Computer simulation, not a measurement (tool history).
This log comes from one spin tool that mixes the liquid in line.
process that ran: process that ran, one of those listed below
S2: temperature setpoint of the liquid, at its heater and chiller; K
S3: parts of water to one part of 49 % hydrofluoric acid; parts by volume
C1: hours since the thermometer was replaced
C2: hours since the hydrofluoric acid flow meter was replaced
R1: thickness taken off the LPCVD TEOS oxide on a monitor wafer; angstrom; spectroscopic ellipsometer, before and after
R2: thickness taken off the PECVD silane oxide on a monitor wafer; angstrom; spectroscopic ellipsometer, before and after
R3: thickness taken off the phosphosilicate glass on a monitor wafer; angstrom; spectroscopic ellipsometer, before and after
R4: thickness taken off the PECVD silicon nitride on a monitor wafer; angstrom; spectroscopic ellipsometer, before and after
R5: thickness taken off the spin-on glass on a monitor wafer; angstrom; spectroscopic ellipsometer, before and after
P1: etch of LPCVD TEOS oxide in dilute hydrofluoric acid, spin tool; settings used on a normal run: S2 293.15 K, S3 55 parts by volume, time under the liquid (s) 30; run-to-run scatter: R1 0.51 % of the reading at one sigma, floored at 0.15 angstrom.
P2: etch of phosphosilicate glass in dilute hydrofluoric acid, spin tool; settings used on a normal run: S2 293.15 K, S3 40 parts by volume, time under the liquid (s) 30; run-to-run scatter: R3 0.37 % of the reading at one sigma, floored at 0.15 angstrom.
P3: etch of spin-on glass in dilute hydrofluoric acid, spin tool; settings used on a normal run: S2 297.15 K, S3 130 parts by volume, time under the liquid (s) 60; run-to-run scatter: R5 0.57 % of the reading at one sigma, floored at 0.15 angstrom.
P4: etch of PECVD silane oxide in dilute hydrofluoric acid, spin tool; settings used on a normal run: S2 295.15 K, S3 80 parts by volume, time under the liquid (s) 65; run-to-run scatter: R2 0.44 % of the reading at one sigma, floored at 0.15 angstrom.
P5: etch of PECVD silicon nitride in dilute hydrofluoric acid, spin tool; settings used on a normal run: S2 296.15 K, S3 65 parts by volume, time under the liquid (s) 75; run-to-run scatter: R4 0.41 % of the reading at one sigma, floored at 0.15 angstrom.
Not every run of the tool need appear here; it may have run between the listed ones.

Run 1, hour 4.4: process that ran P1, S2 293.15 K, S3 55 parts by volume, time under the liquid (s) 30; C1 941.2; C2 442.4. Result: R1 197.020 angstrom.
Run 2, hour 7.6: process that ran P4, S2 295.15 K, S3 80 parts by volume, time under the liquid (s) 65; C1 944.4; C2 445.6. Result: R2 207.70 angstrom.
Run 3, hour 10.5: process that ran P2, S2 293.15 K, S3 55 parts by volume, time under the liquid (s) 30; C1 947.3; C2 448.5. Result: R3 995.7 angstrom.
At hour 14.1: thermometer replaced.
Run 4, hour 15.9: process that ran P4, S2 299.65 K, S3 80 parts by volume, time under the liquid (s) 65; C1 1.9; C2 453.9. Result: R2 247.89 angstrom.
Run 5, hour 20.5: process that ran P1, S2 290.15 K, S3 95 parts by volume, time under the liquid (s) 30; C1 6.5; C2 458.5. Result: R1 96.416 angstrom.
Run 6, hour 23.4: process that ran P1, S2 293.15 K, S3 55 parts by volume, time under the liquid (s) 30; C1 9.4; C2 461.4. Result: R1 197.860 angstrom.
Run 7, hour 27.0: process that ran P4, S2 295.15 K, S3 20 parts by volume, time under the liquid (s) 65; C1 13.0; C2 465.0. Result: R2 900.96 angstrom.
Run 8, hour 31.0: process that ran P5, S2 296.15 K, S3 35 parts by volume, time under the liquid (s) 75; C1 17.0; C2 469.0. Result: R4 107.210 angstrom.
Run 9, hour 35.2: process that ran P3, S2 297.15 K, S3 130 parts by volume, time under the liquid (s) 60; C1 21.2; C2 473.2. Result: R5 181.340 angstrom.
Run 10, hour 38.4: process that ran P1, S2 293.15 K, S3 20 parts by volume, time under the liquid (s) 50; C1 24.4; C2 476.4. Result: R1 947.710 angstrom.
Run 11, hour 42.5: process that ran P1, S2 293.15 K, S3 80 parts by volume, time under the liquid (s) 30; C1 28.5; C2 480.5. Result: R1 131.840 angstrom.
Run 12, hour 46.3: process that ran P1, S2 293.15 K, S3 55 parts by volume, time under the liquid (s) 65; C1 32.3; C2 484.3. Result: R1 428.880 angstrom.
Run 13, hour 49.1: process that ran P3, S2 304.15 K, S3 130 parts by volume, time under the liquid (s) 60; C1 35.1; C2 487.1. Result: R5 234.320 angstrom.
Run 14, hour 53.6: process that ran P2, S2 299.15 K, S3 40 parts by volume, time under the liquid (s) 30; C1 39.6; C2 491.6. Result: R3 1782.7 angstrom.
Run 15, hour 58.5: process that ran P2, S2 293.15 K, S3 40 parts by volume, time under the liquid (s) 30; C1 44.5; C2 496.5. Result: R3 1382.6 angstrom.
Run 16, hour 61.7: process that ran P5, S2 301.65 K, S3 65 parts by volume, time under the liquid (s) 75; C1 47.7; C2 499.7. Result: R4 83.588 angstrom.
Run 17, hour 66.0: process that ran P1, S2 293.15 K, S3 55 parts by volume, time under the liquid (s) 30; C1 52.0; C2 504.0. Result: R1 196.660 angstrom.
Run 18, hour 70.6: process that ran P1, S2 293.15 K, S3 55 parts by volume, time under the liquid (s) 30; C1 56.6; C2 508.6. Result: R1 196.240 angstrom.
Run 19, hour 74.2: process that ran P3, S2 297.15 K, S3 225 parts by volume, time under the liquid (s) 60; C1 60.2; C2 512.2. Result: R5 93.717 angstrom.
Run 20, hour 77.8: process that ran P1, S2 290.15 K, S3 55 parts by volume, time under the liquid (s) 30; C1 63.8; C2 515.8. Result: R1 173.080 angstrom.

Expected results for the next run?
Run 21, hour 82.3: process that ran P1, S2 293.15 K, S3 55 parts by volume, time under the liquid (s) 30; C1 68.3; C2 520.3. Result: R1 ?.

{"run 21": {"R1": 197.39}}
